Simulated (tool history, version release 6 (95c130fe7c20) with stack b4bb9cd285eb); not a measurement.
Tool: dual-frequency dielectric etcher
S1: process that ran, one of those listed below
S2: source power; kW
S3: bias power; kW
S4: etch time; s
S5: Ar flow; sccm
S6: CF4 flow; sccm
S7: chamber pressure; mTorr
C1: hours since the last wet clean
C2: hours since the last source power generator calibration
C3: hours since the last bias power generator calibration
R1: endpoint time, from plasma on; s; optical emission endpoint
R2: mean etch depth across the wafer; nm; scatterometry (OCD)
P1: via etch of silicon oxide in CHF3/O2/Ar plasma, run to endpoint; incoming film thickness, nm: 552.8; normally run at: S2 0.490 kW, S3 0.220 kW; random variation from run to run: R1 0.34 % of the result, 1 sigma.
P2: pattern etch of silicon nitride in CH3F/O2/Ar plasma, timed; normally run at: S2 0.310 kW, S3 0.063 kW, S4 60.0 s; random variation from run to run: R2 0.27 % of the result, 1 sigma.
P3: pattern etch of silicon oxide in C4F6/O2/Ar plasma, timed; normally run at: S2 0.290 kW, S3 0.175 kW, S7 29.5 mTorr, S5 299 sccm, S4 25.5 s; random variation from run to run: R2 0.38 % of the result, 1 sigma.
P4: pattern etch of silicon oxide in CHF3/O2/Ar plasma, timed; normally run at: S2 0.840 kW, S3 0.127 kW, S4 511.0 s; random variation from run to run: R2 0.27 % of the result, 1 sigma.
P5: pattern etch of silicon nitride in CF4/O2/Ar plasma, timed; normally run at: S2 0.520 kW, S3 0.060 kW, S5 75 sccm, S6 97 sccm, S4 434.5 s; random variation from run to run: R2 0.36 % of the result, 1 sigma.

run	hour	S1	S2	S3	S4	S5	S6	S7	C1	C2	C3	R1	R2
1	3.7	P1	0.490	0.220					153.2	1610.7	976.5	283.05	
2	9.7	P1	0.490	0.220					159.2	1616.7	982.5	282.83	
3	13.7	P4	0.840	0.127	511.0				163.2	1620.7	986.5		1010.300
4	16.5	P4	0.840	0.127	287.0				166.0	1623.5	989.3		564.300
5	20.5	P1	0.630	0.220					170.0	1627.5	993.3	257.31	
6	23.5	P1	0.490	0.220					173.0	1630.5	996.3	282.06	
7	29.4	P5	0.520	0.060	434.5	96	97		178.9	1636.4	1002.2		924.260
8	35.5	P3	0.290	0.175	25.5	299		37.0	185.0	1642.5	1008.3		67.491
9	40.9	P2	0.310	0.049	60.0				190.4	1647.9	1013.7		34.132
10	46.7	P1	0.670	0.143					196.2	1653.7	1019.5	290.05	
11	52.9	P4	0.570	0.127	511.0				202.4	1659.9	1025.7		866.020
12	57.5	P1	0.490	0.220					207.0	1664.5	1030.3	284.65	
13	63.3	P1	0.320	0.220					212.8	1670.3	1036.1	331.26	
14	69.1	P5	0.520	0.060	434.5	75	97		218.6	1676.1	1041.9		951.320
15	72.1	P3	0.340	0.175	25.5	299		29.5	221.6	1679.1	1044.9		73.458
16	76.1	P1	0.490	0.154					225.6	1683.1	1048.9	319.18	
17	81.5	P2	0.390	0.063	60.0				231.0	1688.5	1054.3		40.205
18	86.1	P4	0.840	0.127	511.0				235.6	1693.1	1058.9		1007.700
19	91.0	P1	0.490	0.220					240.5	1698.0	1063.8	284.16	
20	97.0	P2	0.310	0.063	60.0				246.5	1704.0	1069.8		36.780
21	100.1	P3	0.290	0.175	19.5	299		29.5	249.6	1707.1	1072.9		52.984
22	105.4	P3	0.290	0.175	25.5	199		29.5	254.9	1712.4	1078.2		72.283
23	109.6	P5	0.520	0.060	434.5	75	117		259.1	1716.6	1082.4		968.270

The next listed run, before its measurement:
24	112.6	P1	0.490	0.220					262.1	1719.6	1085.4	?	

{"run 24": {"R1": 282.4}}
